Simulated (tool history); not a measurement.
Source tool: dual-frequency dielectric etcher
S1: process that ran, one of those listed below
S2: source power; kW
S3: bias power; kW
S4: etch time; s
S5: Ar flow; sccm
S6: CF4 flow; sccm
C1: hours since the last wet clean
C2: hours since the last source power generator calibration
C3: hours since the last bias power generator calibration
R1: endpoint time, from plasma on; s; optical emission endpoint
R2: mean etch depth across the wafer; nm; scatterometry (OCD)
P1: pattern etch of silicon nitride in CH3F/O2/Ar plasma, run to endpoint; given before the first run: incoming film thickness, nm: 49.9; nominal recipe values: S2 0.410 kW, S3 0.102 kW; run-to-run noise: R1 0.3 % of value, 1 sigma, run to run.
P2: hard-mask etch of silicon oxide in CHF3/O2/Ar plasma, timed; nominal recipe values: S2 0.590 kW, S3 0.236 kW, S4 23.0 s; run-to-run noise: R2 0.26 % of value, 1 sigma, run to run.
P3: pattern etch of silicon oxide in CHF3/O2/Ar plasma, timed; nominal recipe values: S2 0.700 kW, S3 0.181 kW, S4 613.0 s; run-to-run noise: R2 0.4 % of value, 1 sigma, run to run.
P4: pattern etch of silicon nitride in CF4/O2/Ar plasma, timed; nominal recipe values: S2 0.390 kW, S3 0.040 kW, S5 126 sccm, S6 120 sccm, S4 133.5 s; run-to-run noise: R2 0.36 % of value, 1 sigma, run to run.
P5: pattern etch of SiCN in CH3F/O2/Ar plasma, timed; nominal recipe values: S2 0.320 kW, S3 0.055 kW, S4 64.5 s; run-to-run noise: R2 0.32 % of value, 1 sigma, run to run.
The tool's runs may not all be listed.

{"run": 1, "hour": 2.0, "S1": "P1", "S2": 0.41, "S3": 0.102, "C1": 301.8, "C2": 1020.5, "C3": 561.3, "R1": 66.258}
{"run": 2, "hour": 4.9, "S1": "P3", "S2": 0.7, "S3": 0.181, "S4": 613.0, "C1": 304.7, "C2": 1023.4, "C3": 564.2, "R2": 1336.6}
{"run": 3, "hour": 9.1, "S1": "P1", "S2": 0.41, "S3": 0.102, "C1": 308.9, "C2": 1027.6, "C3": 568.4, "R1": 66.047}
{"run": 4, "hour": 11.0, "S1": "P4", "S2": 0.53, "S3": 0.04, "S4": 133.5, "S5": 126, "S6": 120, "C1": 310.8, "C2": 1029.5, "C3": 570.3, "R2": 243.96}
{"run": 5, "hour": 13.6, "S1": "P1", "S2": 0.41, "S3": 0.102, "C1": 313.4, "C2": 1032.1, "C3": 572.9, "R1": 65.712}
{"run": 6, "hour": 15.8, "S1": "P1", "S2": 0.41, "S3": 0.144, "C1": 315.6, "C2": 1034.3, "C3": 575.1, "R1": 58.083}
{"run": 7, "hour": 19.9, "S1": "P4", "S2": 0.39, "S3": 0.04, "S4": 133.5, "S5": 126, "S6": 120, "C1": 319.7, "C2": 1038.4, "C3": 579.2, "R2": 187.56}
{"run": 8, "hour": 22.9, "S1": "P5", "S2": 0.32, "S3": 0.055, "S4": 85.0, "C1": 322.7, "C2": 1041.4, "C3": 582.2, "R2": 27.246}
{"run": 9, "hour": 25.0, "S1": "P4", "S2": 0.39, "S3": 0.04, "S4": 133.5, "S5": 126, "S6": 166, "C1": 324.8, "C2": 1043.5, "C3": 584.3, "R2": 195.09}
{"run": 10, "hour": 28.8, "S1": "P4", "S2": 0.39, "S3": 0.04, "S4": 189.5, "S5": 126, "S6": 120, "C1": 328.6, "C2": 1047.3, "C3": 588.1, "R2": 265.77}
{"run": 11, "hour": 31.2, "S1": "P2", "S2": 0.59, "S3": 0.236, "S4": 13.5, "C1": 331.0, "C2": 1049.7, "C3": 590.5, "R2": 29.157}
{"run": 12, "hour": 34.5, "S1": "P3", "S2": 0.93, "S3": 0.181, "S4": 613.0, "C1": 334.3, "C2": 1053.0, "C3": 593.8, "R2": 1487.0}
{"run": 13, "hour": 38.5, "S1": "P4", "S2": 0.39, "S3": 0.03, "S4": 133.5, "S5": 126, "S6": 120, "C1": 338.3, "C2": 1057.0, "C3": 597.8, "R2": 169.26}
{"run": 14, "hour": 41.3, "S1": "P5", "S2": 0.32, "S3": 0.036, "S4": 64.5, "C1": 341.1, "C2": 1059.8, "C3": 600.6, "R2": 17.905}
{"run": 15, "hour": 44.6, "S1": "P3", "S2": 0.7, "S3": 0.128, "S4": 613.0, "C1": 344.4, "C2": 1063.1, "C3": 603.9, "R2": 1192.9}
{"run": 16, "hour": 47.6, "S1": "P5", "S2": 0.32, "S3": 0.055, "S4": 64.5, "C1": 347.4, "C2": 1066.1, "C3": 606.9, "R2": 20.507}
{"run": 17, "hour": 50.7, "S1": "P1", "S2": 0.41, "S3": 0.102, "C1": 350.5, "C2": 1069.2, "C3": 610.0, "R1": 65.866}
{"run": 18, "hour": 52.9, "S1": "P2", "S2": 0.39, "S3": 0.236, "S4": 23.0, "C1": 352.7, "C2": 1071.4, "C3": 612.2, "R2": 42.328}
{"run": 19, "hour": 56.9, "S1": "P5", "S2": 0.44, "S3": 0.055, "S4": 64.5, "C1": 356.7, "C2": 1075.4, "C3": 616.2, "R2": 23.313}
{"run": 20, "hour": 61.1, "S1": "P1", "S2": 0.29, "S3": 0.14, "C1": 360.9, "C2": 1079.6, "C3": 620.4, "R1": 66.386}
{"run": 21, "hour": 63.9, "S1": "P1", "S2": 0.41, "S3": 0.102, "C1": 363.7, "C2": 1082.4, "C3": 623.2, "R1": 66.344}
{"run": 22, "hour": 67.2, "S1": "P1", "S2": 0.41, "S3": 0.102, "C1": 367.0, "C2": 1085.7, "C3": 626.5, "R1": 66.457}
{"run": 23, "hour": 69.7, "S1": "P2", "S2": 0.59, "S3": 0.173, "S4": 23.0, "C1": 369.5, "C2": 1088.2, "C3": 629.0, "R2": 44.74}
{"hour": 71.9, "done": "wet clean of the chamber"}
{"run": 24, "hour": 73.7, "S1": "P1", "S2": 0.32, "S3": 0.102, "C1": 1.8, "C2": 1092.2, "C3": 633.0, "R1": 72.187}
{"run": 25, "hour": 76.2, "S1": "P5", "S2": 0.32, "S3": 0.055, "S4": 64.5, "C1": 4.3, "C2": 1094.7, "C3": 635.5, "R2": 20.509}
{"run": 26, "hour": 79.8, "S1": "P2", "S2": 0.59, "S3": 0.236, "S4": 23.0, "C1": 7.9, "C2": 1098.3, "C3": 639.1, "R2": 49.443}
{"run": 27, "hour": 83.7, "S1": "P3", "S2": 0.7, "S3": 0.181, "S4": 613.0, "C1": 11.8, "C2": 1102.2, "C3": 643.0, "R2": 1338.6}
{"run": 28, "hour": 87.0, "S1": "P1", "S2": 0.58, "S3": 0.102, "C1": 15.1, "C2": 1105.5, "C3": 646.3, "R1": 58.249}
{"run": 29, "hour": 90.7, "S1": "P1", "S2": 0.41, "S3": 0.081, "C1": 18.8, "C2": 1109.2, "C3": 650.0, "R1": 71.701}
{"run": 30, "hour": 93.8, "S1": "P3", "S2": 0.7, "S3": 0.181, "S4": 916.0, "C1": 21.9, "C2": 1112.3, "C3": 653.1, "R2": 2002.8}
{"run": 31, "hour": 95.8, "S1": "P4", "S2": 0.39, "S3": 0.04, "S4": 133.5, "S5": 126, "S6": 120, "C1": 23.9, "C2": 1114.3, "C3": 655.1, "R2": 187.23}
{"run": 32, "hour": 98.8, "S1": "P4", "S2": 0.39, "S3": 0.04, "S4": 133.5, "S5": 88, "S6": 120, "C1": 26.9, "C2": 1117.3, "C3": 658.1, "R2": 195.51}
{"run": 33, "hour": 103.0, "S1": "P1", "S2": 0.41, "S3": 0.102, "C1": 31.1, "C2": 1121.5, "C3": 662.3, "R1": 65.68}
{"run": 34, "hour": 105.8, "S1": "P1", "S2": 0.41, "S3": 0.102, "C1": 33.9, "C2": 1124.3, "C3": 665.1, "R1": 66.355}
{"run": 35, "hour": 109.7, "S1": "P1", "S2": 0.41, "S3": 0.102, "C1": 37.8, "C2": 1128.2, "C3": 669.0, "R1": 67.1}
{"run": 36, "hour": 111.9, "S1": "P1", "S2": 0.41, "S3": 0.102, "C1": 40.0, "C2": 1130.4, "C3": 671.2, "R1": 66.372}
{"run": 37, "hour": 116.1, "S1": "P1", "S2": 0.41, "S3": 0.102, "C1": 44.2, "C2": 1134.6, "C3": 675.4, "R1": 66.697}
{"hour": 119.5, "done": "wet clean of the chamber"}
{"run": 38, "hour": 119.5, "S1": "P1", "S2": 0.41, "S3": 0.102, "C1": 0.1, "C2": 1138.0, "C3": 678.8, "R1": 67.218}
{"run": 39, "hour": 122.9, "S1": "P1", "S2": 0.41, "S3": 0.102, "C1": 3.5, "C2": 1141.4, "C3": 682.2, "R1": 67.324}
{"run": 40, "hour": 126.4, "S1": "P1", "S2": 0.41, "S3": 0.102, "C1": 7.0, "C2": 1144.9, "C3": 685.7, "R1": 67.053}
{"run": 41, "hour": 129.8, "S1": "P1", "S2": 0.41, "S3": 0.102, "C1": 10.4, "C2": 1148.3, "C3": 689.1, "R1": 67.057}
{"run": 42, "hour": 132.7, "S1": "P1", "S2": 0.41, "S3": 0.102, "C1": 13.3, "C2": 1151.2, "C3": 692.0, "R1": 66.995}
{"run": 43, "hour": 134.9, "S1": "P1", "S2": 0.41, "S3": 0.102, "C1": 15.5, "C2": 1153.4, "C3": 694.2, "R1": 67.006}

P1 no longer gives what it gave before; its output has crept away from where it was. The following 2 causes, each at its listed size, fit the log equally well:
A: source power that arrives under what is set, % = 4.02
B: bias power that arrives under what is set, % = 4.08
At approximately hour 103.0, the process output began to creep.
The rest of the possible causes, and what rules out each one:
chamber walls in a state that lowers the etch rate, %: serviced at hour 119.5, after the change had begun; the process did not return to its earlier output

Which of the check runs below tells the causes apart, meaning the causes would give it clearly different results? Each run uses 2 wafers whose results are averaged, and each result is shown as a question mark.
{"run": "check 1", "hour": 137.1, "S1": "P5", "S2": 0.32, "S3": 0.055, "S4": 64.5, "R2": "?"}
{"run": "check 2", "hour": 137.1, "S1": "P2", "S2": 0.59, "S3": 0.236, "S4": 23.0, "R2": "?"}
{"run": "check 3", "hour": 137.1, "S1": "P3", "S2": 0.7, "S3": 0.181, "S4": 613.0, "R2": "?"}
{"run": "check 4", "hour": 137.1, "S1": "P4", "S2": 0.39, "S3": 0.04, "S4": 133.5, "S5": 126, "S6": 120, "R2": "?"}

Predicted outcomes, by check and by cause:
check=check_1 result=R2 if_A=20.230 if_B=20.263
check=check_2 result=R2 if_A=48.658 if_B=48.694
check=check_3 result=R2 if_A=1312.000 if_B=1314.500
check=check_4 result=R2 if_A=180.590 if_B=184.360
Separation of the two closest causes in each check, using whichever result separates them best: check 1 0.16 %; check 2 0.07 %; check 3 0.19 %; check 4 2.07 %
Check 4 distinguishes between the causes, while the remaining checks would return nearly the same result for all of them.

Check 4 was carried out, with these results: R2 180.770 nm. Which of the listed causes is responsible?

A is the cause: source power that arrives under what is set, %.
